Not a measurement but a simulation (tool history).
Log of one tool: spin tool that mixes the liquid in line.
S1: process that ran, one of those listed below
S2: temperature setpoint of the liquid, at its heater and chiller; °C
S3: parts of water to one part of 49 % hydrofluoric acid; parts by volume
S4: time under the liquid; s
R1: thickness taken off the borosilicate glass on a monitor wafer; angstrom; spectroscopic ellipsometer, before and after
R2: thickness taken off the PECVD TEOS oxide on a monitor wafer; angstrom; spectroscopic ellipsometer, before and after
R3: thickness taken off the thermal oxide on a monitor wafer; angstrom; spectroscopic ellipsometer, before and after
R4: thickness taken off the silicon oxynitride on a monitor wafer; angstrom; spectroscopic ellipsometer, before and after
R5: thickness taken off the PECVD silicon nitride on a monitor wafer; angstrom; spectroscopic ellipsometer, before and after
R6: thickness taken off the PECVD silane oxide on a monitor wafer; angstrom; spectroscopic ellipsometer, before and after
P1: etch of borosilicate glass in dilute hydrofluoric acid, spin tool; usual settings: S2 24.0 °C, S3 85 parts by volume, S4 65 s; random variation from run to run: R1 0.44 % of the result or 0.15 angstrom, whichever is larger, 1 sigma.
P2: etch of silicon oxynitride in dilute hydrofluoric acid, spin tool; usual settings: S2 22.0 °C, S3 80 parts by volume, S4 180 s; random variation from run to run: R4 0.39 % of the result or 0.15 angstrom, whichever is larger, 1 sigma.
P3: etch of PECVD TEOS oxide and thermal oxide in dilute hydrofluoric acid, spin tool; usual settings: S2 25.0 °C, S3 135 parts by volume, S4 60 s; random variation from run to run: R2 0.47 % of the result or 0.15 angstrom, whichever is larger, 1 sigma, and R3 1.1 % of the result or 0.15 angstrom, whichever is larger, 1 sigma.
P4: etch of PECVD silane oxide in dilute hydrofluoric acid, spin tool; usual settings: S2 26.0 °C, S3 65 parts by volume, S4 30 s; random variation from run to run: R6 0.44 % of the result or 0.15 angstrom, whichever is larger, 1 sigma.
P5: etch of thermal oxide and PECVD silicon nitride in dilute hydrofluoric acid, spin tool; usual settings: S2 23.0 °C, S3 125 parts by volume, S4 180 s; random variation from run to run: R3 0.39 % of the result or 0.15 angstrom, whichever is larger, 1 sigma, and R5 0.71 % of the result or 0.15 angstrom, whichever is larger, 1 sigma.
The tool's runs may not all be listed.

run   hour  S1    S2   S3   S4      R1      R2       R3      R4      R5      R6
  1   11.5  P1  24.0   85   65  226.34
  2   20.1  P3  25.0  135  105          181.55   34.305
  3   30.0  P1  24.0   85   65  226.91
  4   36.1  P2  30.0   80  180                           98.331
  5   44.3  P5  23.0  170  180                   43.279          28.046
  6   52.0  P4  26.0   65   30                                           149.58
  7   64.7  P1  24.0   85   65  225.45
  8   75.8  P1  19.0   85   65  184.79
  9   84.9  P1  24.0   85   65  227.44
 10   98.3  P1  17.0   25   65  617.47
 11  108.6  P1  24.0   85   15   52.45
 12  121.1  P3  32.5  135   60          137.71   25.759
 13  130.8  P4  26.0   65   50                                           248.91
 14  137.9  P4  26.0   65   30                                           150.16
 15  145.7  P3  25.0  135   60          103.57   19.818
 16  156.7  P1  24.0  140   65  128.05
 17  166.8  P5  17.0  125  180                   48.500          25.043
 18  178.3  P5  23.0  125  180                   61.975          37.916
 19  190.3  P1  24.0   85   65  226.48
 20  197.5  P4  26.0   35   30                                           287.92
 21  208.9  P4  18.0   65   30                                           106.62
 22  217.6  P1  20.5  145   65  107.45
 23  228.8  P5  23.0  125  315                  107.890          65.679
 24  237.1  P2  22.0  145  180                           34.960
 25  245.7  P1  17.0   25   65  616.06
 26  256.3  P1  24.0   85   65  226.40
 27  269.5  P2  22.0   80  180                           66.761
 28  281.8  P1  24.0   85  105  362.97
 29  293.0  P3  25.0   20   60          810.82  156.340

The next listed run, before its measurement:
 30  299.7  P2  22.0  80  275               ?

Run 30 gave R4 101.920 angstrom.
